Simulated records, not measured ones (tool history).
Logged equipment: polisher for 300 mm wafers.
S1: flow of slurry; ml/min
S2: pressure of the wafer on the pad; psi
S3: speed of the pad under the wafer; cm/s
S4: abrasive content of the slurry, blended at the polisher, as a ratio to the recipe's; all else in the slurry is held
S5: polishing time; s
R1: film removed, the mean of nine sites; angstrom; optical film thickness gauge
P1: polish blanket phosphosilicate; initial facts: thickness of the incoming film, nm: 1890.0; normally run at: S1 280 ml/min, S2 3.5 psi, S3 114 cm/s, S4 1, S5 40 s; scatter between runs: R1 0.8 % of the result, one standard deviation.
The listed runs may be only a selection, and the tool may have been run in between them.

run 1 hour=4.1 | S1=280 S2=3.5 S3=114 S4=1 S5=40 | R1=3773.4
run 2 hour=8.4 | S1=280 S2=3.5 S3=114 S4=0.5 S5=40 | R1=2539
run 3 hour=11.5 | S1=430 S2=3.5 S3=114 S4=1 S5=40 | R1=3853.3
run 4 hour=14.7 | S1=280 S2=3.5 S3=114 S4=1 S5=40 | R1=3741
run 5 hour=18 | S1=280 S2=3.5 S3=114 S4=1 S5=40 | R1=3773.9
run 6 hour=21.1 | S1=280 S2=3.5 S3=176 S4=0.55 S5=40 | R1=3877.6
run 7 hour=25.9 | S1=280 S2=3.5 S3=52 S4=1 S5=40 | R1=1985.2
run 8 hour=28.5 | S1=170 S2=3.5 S3=114 S4=1 S5=40 | R1=3550.7
run 9 hour=32 | S1=280 S2=3.5 S3=114 S4=1 S5=52 | R1=4869.7
run 10 hour=36.5 | S1=280 S2=3.5 S3=114 S4=1 S5=19 | R1=1809.2
run 11 hour=41.6 | S1=280 S2=3.5 S3=114 S4=1.3 S5=40 | R1=4291.3
run 12 hour=45.1 | S1=280 S2=5.4 S3=114 S4=1 S5=40 | R1=5780.9
run 13 hour=48.1 | S1=280 S2=3.5 S3=178 S4=1 S5=40 | R1=5308.1
run 14 hour=53 | S1=280 S2=3.5 S3=114 S4=1 S5=40 | R1=3742.6
run 15 hour=58.5 | S1=280 S2=3.5 S3=114 S4=1 S5=40 | R1=3754.7
run 16 hour=61.7 | S1=280 S2=1.6 S3=114 S4=1 S5=40 | R1=1722.6
run 17 hour=67 | S1=280 S2=4.3 S3=114 S4=1 S5=51 | R1=5871.8
run 18 hour=70.4 | S1=280 S2=3.5 S3=56 S4=0.65 S5=40 | R1=1689.7
run 19 hour=74 | S1=280 S2=3.5 S3=114 S4=1 S5=40 | R1=3719
run 20 hour=79.4 | S1=280 S2=3.5 S3=114 S4=1 S5=40 | R1=3534.2
run 21 hour=83.2 | S1=280 S2=3.5 S3=114 S4=1 S5=40 | R1=3442.1
run 22 hour=86.5 | S1=280 S2=3.5 S3=114 S4=1 S5=40 | R1=3415.4
run 23 hour=90.2 | S1=280 S2=3.5 S3=114 S4=1 S5=40 | R1=3302.2
-- hour=92.2 head pressure recalibrated
-- hour=92.3 conditioning disc replaced and pad reconditioned
run 24 hour=93.8 | S1=280 S2=3.5 S3=114 S4=1 S5=40 | R1=3282.8
run 25 hour=98.7 | S1=280 S2=3.5 S3=114 S4=1 S5=40 | R1=3243.5
run 26 hour=103.7 | S1=280 S2=3.5 S3=114 S4=1 S5=40 | R1=3209.6
run 27 hour=107.6 | S1=280 S2=3.5 S3=114 S4=1 S5=40 | R1=3250.9

What P1 gives has crept away from where it was. These 2 causes fit the log equally well, each at the size given:
A: removal rate lost through wear of the pad, % = 13.3
B: abrasive missing from the slurry, % = 25.2
Onset of the creep was near hour 74.
Excluded causes, each with its reason:
slurry flow missing at the pad, %: 40 at the very most, moving R1 by -6.1 %, which is either too weak or the wrong sign
head's pressure below its setpoint, %: serviced after onset, at hour 92.2, with no recovery of the prior output
time polished since the conditioner stopped cutting, s: serviced after onset, at hour 92.3, with no recovery of the prior output

Which of the 4 check runs listed below, each an average over 5 wafers with its results shown as question marks, gives clearly different results under the different listed causes?
run check 1 hour=111.5 | S1=420 S2=3.5 S3=114 S4=1 S5=21 | R1=?
run check 2 hour=111.5 | S1=280 S2=3.5 S3=86 S4=0.65 S5=40 | R1=?
run check 3 hour=111.5 | S1=280 S2=3.5 S3=114 S4=1 S5=31 | R1=?
run check 4 hour=111.5 | S1=280 S2=5.3 S3=114 S4=1 S5=40 | R1=?

Outcome of each check run for each possible cause:
check=check_1 result=R1 if_A=1765.3 if_B=1765.7
check=check_2 result=R1 if_A=2087.9 if_B=2025
check=check_3 result=R1 if_A=2523.6 if_B=2524.2
check=check_4 result=R1 if_A=4931 if_B=4932.1
Smallest distance between any two causes, each pair judged by its most separating result, in per cent: check 1 0.02 %; check 2 3.06 %; check 3 0.02 %; check 4 0.02 %
Only check 2 tells the causes apart: in the others they would give nearly the same result.

Then check 2 was run and gave: R1 2079.3 angstrom. Which cause is it?

The correct cause is A, namely: removal rate lost through wear of the pad, %.

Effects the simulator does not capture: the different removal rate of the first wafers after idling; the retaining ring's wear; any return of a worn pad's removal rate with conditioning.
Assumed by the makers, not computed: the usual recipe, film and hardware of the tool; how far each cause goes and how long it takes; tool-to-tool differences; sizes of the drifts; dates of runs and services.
